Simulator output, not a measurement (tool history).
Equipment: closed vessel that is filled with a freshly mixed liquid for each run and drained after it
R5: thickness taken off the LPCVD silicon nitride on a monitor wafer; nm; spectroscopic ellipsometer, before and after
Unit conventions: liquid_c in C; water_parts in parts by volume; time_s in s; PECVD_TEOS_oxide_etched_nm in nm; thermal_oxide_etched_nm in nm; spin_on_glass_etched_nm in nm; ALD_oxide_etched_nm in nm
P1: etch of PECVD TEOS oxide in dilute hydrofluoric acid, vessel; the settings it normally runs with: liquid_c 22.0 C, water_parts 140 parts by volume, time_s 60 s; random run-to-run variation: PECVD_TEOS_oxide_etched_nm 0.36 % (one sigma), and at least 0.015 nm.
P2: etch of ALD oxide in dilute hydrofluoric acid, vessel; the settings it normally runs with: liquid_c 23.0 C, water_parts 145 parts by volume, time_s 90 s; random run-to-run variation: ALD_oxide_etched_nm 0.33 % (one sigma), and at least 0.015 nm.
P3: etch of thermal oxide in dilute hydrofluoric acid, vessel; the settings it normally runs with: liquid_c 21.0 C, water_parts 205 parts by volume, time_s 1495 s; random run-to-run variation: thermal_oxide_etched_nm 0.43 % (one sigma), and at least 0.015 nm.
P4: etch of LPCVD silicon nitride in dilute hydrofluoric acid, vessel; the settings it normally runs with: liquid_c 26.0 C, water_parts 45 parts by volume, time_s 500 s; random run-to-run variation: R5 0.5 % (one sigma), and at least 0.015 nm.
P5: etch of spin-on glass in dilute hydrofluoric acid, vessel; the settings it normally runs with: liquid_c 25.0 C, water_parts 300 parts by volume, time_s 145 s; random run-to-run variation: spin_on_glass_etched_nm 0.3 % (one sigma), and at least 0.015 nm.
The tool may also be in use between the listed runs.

run 1 hour=6.0 | process=P1 liquid_c=22.0 water_parts=140 time_s=60 | PECVD_TEOS_oxide_etched_nm=10.7800
run 2 hour=9.2 | process=P3 liquid_c=17.0 water_parts=205 time_s=1495 | thermal_oxide_etched_nm=23.937
run 3 hour=14.6 | process=P1 liquid_c=26.5 water_parts=140 time_s=60 | PECVD_TEOS_oxide_etched_nm=12.7170
run 4 hour=18.3 | process=P5 liquid_c=25.0 water_parts=300 time_s=145 | spin_on_glass_etched_nm=11.7260
run 5 hour=24.7 | process=P1 liquid_c=22.0 water_parts=140 time_s=60 | PECVD_TEOS_oxide_etched_nm=10.7480
run 6 hour=27.9 | process=P2 liquid_c=17.0 water_parts=145 time_s=90 | ALD_oxide_etched_nm=11.531
run 7 hour=31.3 | process=P1 liquid_c=22.0 water_parts=65 time_s=60 | PECVD_TEOS_oxide_etched_nm=25.4580
run 8 hour=34.2 | process=P1 liquid_c=22.0 water_parts=140 time_s=60 | PECVD_TEOS_oxide_etched_nm=10.7660
run 9 hour=39.3 | process=P2 liquid_c=23.0 water_parts=145 time_s=90 | ALD_oxide_etched_nm=14.661
run 10 hour=43.1 | process=P3 liquid_c=21.0 water_parts=40 time_s=1495 | thermal_oxide_etched_nm=171.140
-- hour=45.0 hydrofluoric acid flow meter replaced
run 11 hour=45.9 | process=P5 liquid_c=18.0 water_parts=300 time_s=145 | spin_on_glass_etched_nm=9.1017
run 12 hour=50.5 | process=P1 liquid_c=17.0 water_parts=140 time_s=60 | PECVD_TEOS_oxide_etched_nm=8.8324
run 13 hour=54.4 | process=P2 liquid_c=23.0 water_parts=145 time_s=30 | ALD_oxide_etched_nm=4.871
run 14 hour=57.2 | process=P1 liquid_c=22.0 water_parts=140 time_s=60 | PECVD_TEOS_oxide_etched_nm=10.7940
run 15 hour=60.3 | process=P5 liquid_c=25.0 water_parts=300 time_s=30 | spin_on_glass_etched_nm=2.4336
run 16 hour=66.3 | process=P3 liquid_c=21.0 water_parts=205 time_s=340 | thermal_oxide_etched_nm=6.329
run 17 hour=70.7 | process=P4 liquid_c=18.5 water_parts=45 time_s=500 | R5=3.4762
run 18 hour=77.0 | process=P1 liquid_c=22.0 water_parts=140 time_s=30 | PECVD_TEOS_oxide_etched_nm=5.3900
run 19 hour=80.6 | process=P4 liquid_c=26.0 water_parts=45 time_s=960 | R5=11.1220
run 20 hour=83.8 | process=P4 liquid_c=26.0 water_parts=45 time_s=500 | R5=5.8011
run 21 hour=86.7 | process=P3 liquid_c=21.0 water_parts=205 time_s=1495 | thermal_oxide_etched_nm=27.775
run 22 hour=89.8 | process=P1 liquid_c=17.0 water_parts=60 time_s=60 | PECVD_TEOS_oxide_etched_nm=22.2860
run 23 hour=94.4 | process=P4 liquid_c=26.0 water_parts=30 time_s=500 | R5=8.7072
run 24 hour=99.3 | process=P5 liquid_c=25.0 water_parts=475 time_s=145 | spin_on_glass_etched_nm=6.2665

Run 25 comes next. What will it give?
run 25 hour=103.7 | process=P1 liquid_c=22.0 water_parts=65 time_s=30 | PECVD_TEOS_oxide_etched_nm=?

For run 25 the tool returned PECVD_TEOS_oxide_etched_nm 12.6040 nm.
